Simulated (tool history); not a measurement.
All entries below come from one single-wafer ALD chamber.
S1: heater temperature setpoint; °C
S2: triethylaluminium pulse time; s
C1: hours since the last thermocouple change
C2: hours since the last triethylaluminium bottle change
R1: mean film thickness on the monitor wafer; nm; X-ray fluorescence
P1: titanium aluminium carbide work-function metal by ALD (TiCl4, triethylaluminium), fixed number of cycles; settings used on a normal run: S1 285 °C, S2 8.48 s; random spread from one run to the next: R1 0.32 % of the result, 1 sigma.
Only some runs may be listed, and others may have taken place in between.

| run | hour | S1 | S2 | C1 | C2 | R1 |
|---|---|---|---|---|---|---|
| 1 | 10.6 | 285 | 8.48 | 1266.4 | 539.1 | 1.8753 |
| 2 | 19.8 | 285 | 11.04 | 1275.6 | 548.3 | 1.9428 |
| 3 | 29.4 | 263 | 4.11 | 1285.2 | 557.9 | 1.3643 |
| 4 | 38.7 | 285 | 8.48 | 1294.5 | 567.2 | 1.8785 |
| 5 | 48.3 | 309 | 8.48 | 1304.1 | 576.8 | 2.0866 |
| 6 | 56.8 | 260 | 8.48 | 1312.6 | 585.3 | 1.6728 |
| 7 | 67.3 | 285 | 8.48 | 1323.1 | 595.8 | 1.8839 |
| 8 | 78.3 | 285 | 3.28 | 1334.1 | 606.8 | 1.3407 |
| 9 | 87.0 | 303 | 6.05 | 1342.8 | 615.5 | 1.8870 |
| 10 | 98.8 | 285 | 8.48 | 1354.6 | 627.3 | 1.8825 |
| 11 | 104.6 | 285 | 8.48 | 1360.4 | 633.1 | 1.8791 |
| 12 | 113.5 | 285 | 8.48 | 1369.3 | 642.0 | 1.8637 |
| 13 | 125.3 | 285 | 8.48 | 1381.1 | 653.8 | 1.8529 |
| 14 | 132.4 | 285 | 8.48 | 1388.2 | 660.9 | 1.8550 |
| 15 | 142.0 | 285 | 8.48 | 1397.8 | 670.5 | 1.8560 |
| 16 | 147.8 | 285 | 8.48 | 1403.6 | 676.3 | 1.8476 |
| 17 | 159.8 | 285 | 8.48 | 1415.6 | 688.3 | 1.8504 |

P1 no longer gives what it gave before; its output has crept away from where it was. The following 2 causes, each at its listed size, fit the log equally well:
A: triethylaluminium dose below that of a fresh bottle (%) = 9.45
B: wafer temperature below the value expected at the setpoint (K) = 3.95
The onset of the drift is placed at about hour 104.6.

Of the 4 check runs listed below, each run on one wafer and each result written as a question mark, which would let you distinguish the listed causes because they would give clearly different results?
| check 1 | 171.8 | 273 | 8.48 |  |  | ? |
| check 2 | 171.8 | 308 | 8.48 |  |  | ? |
| check 3 | 171.8 | 261 | 8.48 |  |  | ? |
| check 4 | 171.8 | 285 | 3.79 |  |  | ? |

What each check would give under each cause:
| check | result | if A | if B |
|---|---|---|---|
| check 1 | R1 | 1.7493 | 1.7479 |
| check 2 | R1 | 2.0474 | 2.0504 |
| check 3 | R1 | 1.6495 | 1.6468 |
| check 4 | R1 | 1.3815 | 1.4262 |
Smallest distance between any two causes, each pair judged by its most separating result, in per cent: check 1 0.08 %; check 2 0.14 %; check 3 0.17 %; check 4 3.18 %
Of the check runs offered, only check 4 discriminates between the causes; the rest would read about the same regardless of which cause applies.

With check 4 done, the readings were: R1 1.4306 nm. Identify which of the listed causes applies.

The cause is B: wafer temperature below the value expected at the setpoint (K).

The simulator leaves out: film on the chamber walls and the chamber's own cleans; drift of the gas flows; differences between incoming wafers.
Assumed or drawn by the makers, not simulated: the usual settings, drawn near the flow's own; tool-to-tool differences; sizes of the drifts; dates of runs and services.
